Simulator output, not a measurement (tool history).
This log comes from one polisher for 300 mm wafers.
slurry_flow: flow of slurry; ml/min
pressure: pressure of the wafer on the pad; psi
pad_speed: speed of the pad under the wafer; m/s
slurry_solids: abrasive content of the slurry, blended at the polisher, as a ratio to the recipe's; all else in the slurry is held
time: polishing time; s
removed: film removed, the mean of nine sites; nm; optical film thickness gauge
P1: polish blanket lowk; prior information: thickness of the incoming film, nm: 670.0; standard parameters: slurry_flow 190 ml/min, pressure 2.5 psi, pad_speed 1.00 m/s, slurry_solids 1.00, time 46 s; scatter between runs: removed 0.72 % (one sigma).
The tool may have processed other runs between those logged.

run    day  slurry_flow  pressure  pad_speed  slurry_solids  time  removed
  1  0.504          190       2.5       1.00           1.00    46  27.9860
  2  1.029          115       2.5       1.00           1.00    46  25.5080
  3  1.600          190       2.5       1.00           1.00    46  27.7510
  4  1.971          190       2.5       1.00           1.35    46  31.3150
  5  2.317          280       2.5       1.00           1.00    46  29.1190
  6  2.696          190       2.5       1.00           1.00    46  27.6260
  7  3.179          190       2.5       1.00           0.55    46  20.1270
  8  3.433          190       3.3       1.00           0.65    46  29.4460
  9  3.971          190       3.3       1.00           1.00    46  36.6640
 10  4.508          190       2.5       1.00           1.00    46  27.5020
 11  4.842          190       1.1       1.00           1.00    46  12.1430
 12  5.229          190       3.3       0.48           1.00    46  20.0280
 13  5.642          190       2.5       1.00           1.00    26  15.5140
     5.688  -- conditioning disc replaced and pad reconditioned
 14  5.962          190       2.5       1.00           1.00    46  27.8950
 15  6.296          190       2.5       0.52           1.00    46  16.3750
 16  6.779          190       1.2       0.54           1.00    46   8.1069
 17  7.208          190       2.5       1.00           1.00    58  35.2310
 18  7.558          190       2.5       1.38           1.00    46  36.0570
 19  8.046          190       2.5       1.00           1.00    46  27.8460
 20  8.629          190       2.5       1.00           1.00    46  27.6310

Expected results for the next run?
 21  9.133          190       2.5       1.00           1.00    46        ?

removed: 26.4720 nm
